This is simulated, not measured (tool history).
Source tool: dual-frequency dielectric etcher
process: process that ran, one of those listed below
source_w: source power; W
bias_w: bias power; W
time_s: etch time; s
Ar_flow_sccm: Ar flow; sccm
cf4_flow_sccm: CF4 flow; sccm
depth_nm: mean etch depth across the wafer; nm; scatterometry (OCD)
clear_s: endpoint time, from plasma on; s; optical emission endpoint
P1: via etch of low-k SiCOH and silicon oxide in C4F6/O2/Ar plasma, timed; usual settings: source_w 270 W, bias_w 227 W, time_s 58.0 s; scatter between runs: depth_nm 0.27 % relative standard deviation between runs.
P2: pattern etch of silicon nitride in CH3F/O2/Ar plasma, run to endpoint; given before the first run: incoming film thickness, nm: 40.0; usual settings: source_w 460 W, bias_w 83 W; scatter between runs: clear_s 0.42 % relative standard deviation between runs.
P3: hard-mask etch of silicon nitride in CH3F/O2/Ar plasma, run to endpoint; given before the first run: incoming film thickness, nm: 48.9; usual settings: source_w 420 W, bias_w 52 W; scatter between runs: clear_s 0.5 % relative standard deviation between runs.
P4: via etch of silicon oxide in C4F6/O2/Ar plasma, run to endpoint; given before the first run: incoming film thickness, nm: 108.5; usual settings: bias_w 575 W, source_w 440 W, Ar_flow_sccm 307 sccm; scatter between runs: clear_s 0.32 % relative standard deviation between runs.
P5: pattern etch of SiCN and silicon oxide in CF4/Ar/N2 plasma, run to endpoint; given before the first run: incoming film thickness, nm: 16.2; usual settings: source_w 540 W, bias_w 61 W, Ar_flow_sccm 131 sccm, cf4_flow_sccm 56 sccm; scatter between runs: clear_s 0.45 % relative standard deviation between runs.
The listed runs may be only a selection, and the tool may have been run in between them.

| run | hour | process | source_w | bias_w | time_s | Ar_flow_sccm | cf4_flow_sccm | hours since the last wet clean | hours since the last source power generator calibration | hours since the last bias power generator calibration | depth_nm | clear_s |
|---|---|---|---|---|---|---|---|---|---|---|---|---|
| 1 | 14.5 | P1 | 270 | 227 | 58.0 |  |  | 328.0 | 3382.9 | 1113.7 | 140.500 |  |
| 2 | 32.5 | P1 | 270 | 227 | 58.0 |  |  | 346.0 | 3400.9 | 1131.7 | 140.790 |  |
|  | 42.5 | source power generator calibrated |
| 3 | 46.5 | P1 | 270 | 227 | 58.0 |  |  | 360.0 | 4.1 | 1145.7 | 141.070 |  |
| 4 | 57.5 | P1 | 270 | 158 | 58.0 |  |  | 371.0 | 15.1 | 1156.7 | 124.700 |  |
| 5 | 72.5 | P1 | 270 | 297 | 58.0 |  |  | 386.0 | 30.1 | 1171.7 | 154.530 |  |
| 6 | 88.9 | P1 | 160 | 227 | 78.0 |  |  | 402.4 | 46.5 | 1188.1 | 155.580 |  |
| 7 | 106.8 | P1 | 270 | 227 | 76.0 |  |  | 420.3 | 64.4 | 1206.0 | 184.780 |  |
| 8 | 117.4 | P1 | 270 | 161 | 43.5 |  |  | 430.9 | 75.0 | 1216.6 | 94.542 |  |
| 9 | 128.2 | P5 | 540 | 45 |  | 131 | 56 | 441.7 | 85.8 | 1227.4 |  | 19.396 |
| 10 | 142.6 | P2 | 460 | 83 |  |  |  | 456.1 | 100.2 | 1241.8 |  | 51.398 |
| 11 | 151.8 | P1 | 270 | 227 | 58.0 |  |  | 465.3 | 109.4 | 1251.0 | 141.880 |  |
| 12 | 163.1 | P1 | 270 | 227 | 58.0 |  |  | 476.6 | 120.7 | 1262.3 | 140.650 |  |
| 13 | 175.3 | P3 | 420 | 52 |  |  |  | 488.8 | 132.9 | 1274.5 |  | 77.202 |
| 14 | 185.4 | P1 | 270 | 227 | 58.0 |  |  | 498.9 | 143.0 | 1284.6 | 140.640 |  |
| 15 | 194.2 | P5 | 540 | 61 |  | 131 | 46 | 507.7 | 151.8 | 1293.4 |  | 18.303 |
| 16 | 205.3 | P5 | 540 | 61 |  | 131 | 56 | 518.8 | 162.9 | 1304.5 |  | 17.574 |
| 17 | 220.3 | P1 | 210 | 227 | 58.0 |  |  | 533.8 | 177.9 | 1319.5 | 127.940 |  |
| 18 | 233.7 | P1 | 270 | 227 | 32.0 |  |  | 547.2 | 191.3 | 1332.9 | 77.939 |  |
| 19 | 247.9 | P4 | 440 | 575 |  | 307 |  | 561.4 | 205.5 | 1347.1 |  | 22.053 |
| 20 | 258.4 | P1 | 360 | 227 | 58.0 |  |  | 571.9 | 216.0 | 1357.6 | 158.030 |  |
| 21 | 270.3 | P2 | 560 | 83 |  |  |  | 583.8 | 227.9 | 1369.5 |  | 48.020 |
| 22 | 281.9 | P2 | 460 | 61 |  |  |  | 595.4 | 239.5 | 1381.1 |  | 57.357 |
|  | 296.5 | wet clean of the chamber |
| 23 | 297.1 | P4 | 440 | 352 |  | 307 |  | 0.6 | 254.7 | 1396.3 |  | 26.527 |
| 24 | 307.2 | P5 | 540 | 61 |  | 91 | 56 | 10.7 | 264.8 | 1406.4 |  | 16.561 |
| 25 | 325.1 | P2 | 460 | 83 |  |  |  | 28.6 | 282.7 | 1424.3 |  | 51.948 |
| 26 | 334.0 | P5 | 410 | 61 |  | 131 | 56 | 37.5 | 291.6 | 1433.2 |  | 22.229 |
| 27 | 345.0 | P4 | 440 | 575 |  | 187 |  | 48.5 | 302.6 | 1444.2 |  | 20.861 |
| 28 | 355.4 | P3 | 420 | 41 |  |  |  | 58.9 | 313.0 | 1454.6 |  | 82.660 |
| 29 | 366.6 | P3 | 510 | 52 |  |  |  | 70.1 | 324.2 | 1465.8 |  | 71.718 |
| 30 | 382.7 | P4 | 530 | 575 |  | 307 |  | 86.2 | 340.3 | 1481.9 |  | 20.712 |
| 31 | 392.0 | P5 | 540 | 61 |  | 131 | 56 | 95.5 | 349.6 | 1491.2 |  | 17.565 |
| 32 | 402.4 | P3 | 420 | 52 |  |  |  | 105.9 | 360.0 | 1501.6 |  | 76.839 |
| 33 | 417.0 | P1 | 270 | 227 | 58.0 |  |  | 120.5 | 374.6 | 1516.2 | 141.010 |  |
| 34 | 430.8 | P1 | 270 | 227 | 58.0 |  |  | 134.3 | 388.4 | 1530.0 | 141.660 |  |
| 35 | 446.1 | P1 | 270 | 227 | 58.0 |  |  | 149.6 | 403.7 | 1545.3 | 142.900 |  |
|  | 451.8 | wet clean of the chamber |
| 36 | 461.1 | P1 | 270 | 227 | 58.0 |  |  | 9.3 | 418.7 | 1560.3 | 143.390 |  |
| 37 | 472.4 | P1 | 270 | 227 | 58.0 |  |  | 20.6 | 430.0 | 1571.6 | 143.250 |  |
| 38 | 489.7 | P1 | 270 | 227 | 58.0 |  |  | 37.9 | 447.3 | 1588.9 | 143.700 |  |
| 39 | 502.8 | P1 | 270 | 227 | 58.0 |  |  | 51.0 | 460.4 | 1602.0 | 143.890 |  |

Something has made what P1 gives creep away from where it was; the 2 causes below, each at its own stated size, fit the log equally well:
A: source power that arrives over what is set, % = 4.23
B: bias power that arrives over what is set, % = 4.74
The creep began at about hour 417.0.
Ruled out, with reasons:
chamber walls in a state that raises the etch rate, %: its service at hour 451.8 followed the start of the drift and did not put the process back to its old value

Each of the check runs listed below is run on 3 wafers and reports their average, with the results left as question marks. Pick the one under which the possible causes would lead to clearly different results.
| check 1 | 515.9 | P4 | 440 | 575 |  | 307 |  |  |  |  |  | ? |
| check 2 | 515.9 | P3 | 420 | 52 |  |  |  |  |  |  |  | ? |
| check 3 | 515.9 | P2 | 460 | 83 |  |  |  |  |  |  |  | ? |
| check 4 | 515.9 | P5 | 540 | 61 |  | 131 | 56 |  |  |  |  | ? |

What every check run would give for each of its results, assuming each possible cause in turn:
| check | result | if A | if B |
|---|---|---|---|
| check 1 | clear_s | 21.797 | 21.744 |
| check 2 | clear_s | 75.988 | 76.098 |
| check 3 | clear_s | 51.072 | 51.039 |
| check 4 | clear_s | 16.940 | 17.286 |
Per-check spread between the two closest causes, in the result where they differ most: check 1 0.24 %; check 2 0.14 %; check 3 0.06 %; check 4 2.02 %
Only in check 4 would the causes give clearly different results; in the remaining checks their results would be nearly the same.

With check 4 done, the readings were: clear_s 17.335 s. Identify which of the listed causes applies.

Of the candidate causes, it is B: bias power that arrives over what is set, %.

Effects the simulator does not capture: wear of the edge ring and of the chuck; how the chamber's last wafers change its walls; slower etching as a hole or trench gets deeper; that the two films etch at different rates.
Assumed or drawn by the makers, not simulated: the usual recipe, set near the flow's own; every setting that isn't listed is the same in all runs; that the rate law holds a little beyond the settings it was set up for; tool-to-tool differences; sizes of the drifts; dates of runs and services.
